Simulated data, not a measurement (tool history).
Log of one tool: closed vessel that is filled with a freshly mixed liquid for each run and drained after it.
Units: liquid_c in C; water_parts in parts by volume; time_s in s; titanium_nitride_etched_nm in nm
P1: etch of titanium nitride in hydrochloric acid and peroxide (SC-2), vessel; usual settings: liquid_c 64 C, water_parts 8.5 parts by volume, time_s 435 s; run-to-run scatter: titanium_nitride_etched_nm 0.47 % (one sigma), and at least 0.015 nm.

run   hour  liquid_c  water_parts  time_s  hours since the thermometer was replaced  hours since the chemicals flow meter was replaced  hours since the drum of peroxide was connected  titanium_nitride_etched_nm
  1   11.7        64          8.5     435                                    1412.1                                              757.2                                           302.1                     38.1290
      16.8  -- chemicals flow meter replaced
  2   18.0        64          8.5     435                                    1418.4                                                1.3                                           308.4                     38.3050
  3   28.6        64         14.0     435                                    1429.0                                               11.9                                           319.0                     25.0030
  4   39.9        64          4.0     435                                    1440.3                                               23.2                                           330.3                     66.8750
  5   46.5        64          8.5     840                                    1446.9                                               29.8                                           336.9                     73.8530
  6   57.2        64          4.0      30                                    1457.6                                               40.5                                           347.6                      4.6284
  7   66.8        64          8.5      70                                    1467.2                                               50.1                                           357.2                      6.1493
  8   76.6        64          4.5      85                                    1477.0                                               59.9                                           367.0                     12.1740
  9   86.5        52          8.5     435                                    1486.9                                               69.8                                           376.9                     17.9750
 10   98.3        64          8.5     435                                    1498.7                                               81.6                                           388.7                     38.1660
 11  106.1        64          8.5     435                                    1506.5                                               89.4                                           396.5                     37.9550
 12  111.4        72          8.5     435                                    1511.8                                               94.7                                           401.8                     62.1220
 13  120.3        64          8.5     435                                    1520.7                                              103.6                                           410.7                     38.5550
 14  126.3        64          8.5     435                                    1526.7                                              109.6                                           416.7                     37.3980
 15  137.3        64          8.5     435                                    1537.7                                              120.6                                           427.7                     36.2560
 16  146.6        64          8.5     435                                    1547.0                                              129.9                                           437.0                     35.4200
     157.4  -- new drum of peroxide connected
 17  157.7        64          8.5     435                                    1558.1                                              141.0                                             0.4                     35.1820
 18  163.2        64          8.5     435                                    1563.6                                              146.5                                             5.9                     35.1390
 19  172.9        64          8.5     435                                    1573.3                                              156.2                                            15.6                     34.9550
 20  178.1        64          8.5     435                                    1578.5                                              161.4                                            20.8                     35.0860

What P1 gives has crept away from where it was. These 2 causes fit the log equally well, each at the size given:
A: liquid colder than its thermometer reads (K) = 1.52
B: chemicals flow below the setpoint (%) = 10.8
The creep began at about hour 120.3.
Why every other cause is out:
peroxide weaker than its label (%): serviced at hour 157.4, which brought nothing back

4 check runs are offered, each on 3 wafers whose results are averaged, their results left as question marks. Which one tells the causes apart?
check 1  183.3      72.0          8.5     825                                                                                                                                                                        ?
check 2  183.3      64.0         11.0     435                                                                                                                                                                        ?
check 3  183.3      58.5          8.5     435                                                                                                                                                                        ?
check 4  183.3      54.0          4.0     435                                                                                                                                                                        ?

What each check would give under each cause:
  check                      result      if A      if B
check 1  titanium_nitride_etched_nm  107.4400  106.9800
check 2  titanium_nitride_etched_nm   28.2280   28.1150
check 3  titanium_nitride_etched_nm   24.7370   24.8150
check 4  titanium_nitride_etched_nm   32.3440   33.0560
How far apart the two closest causes lie, in the result that separates them most: check 1 0.43 %; check 2 0.4 %; check 3 0.32 %; check 4 2.18 %
Only check 4 tells the causes apart: in the others they would give nearly the same result.

Then check 4 was run and gave: titanium_nitride_etched_nm 33.0140 nm. Which cause is it?

It is B: chemicals flow below the setpoint (%).
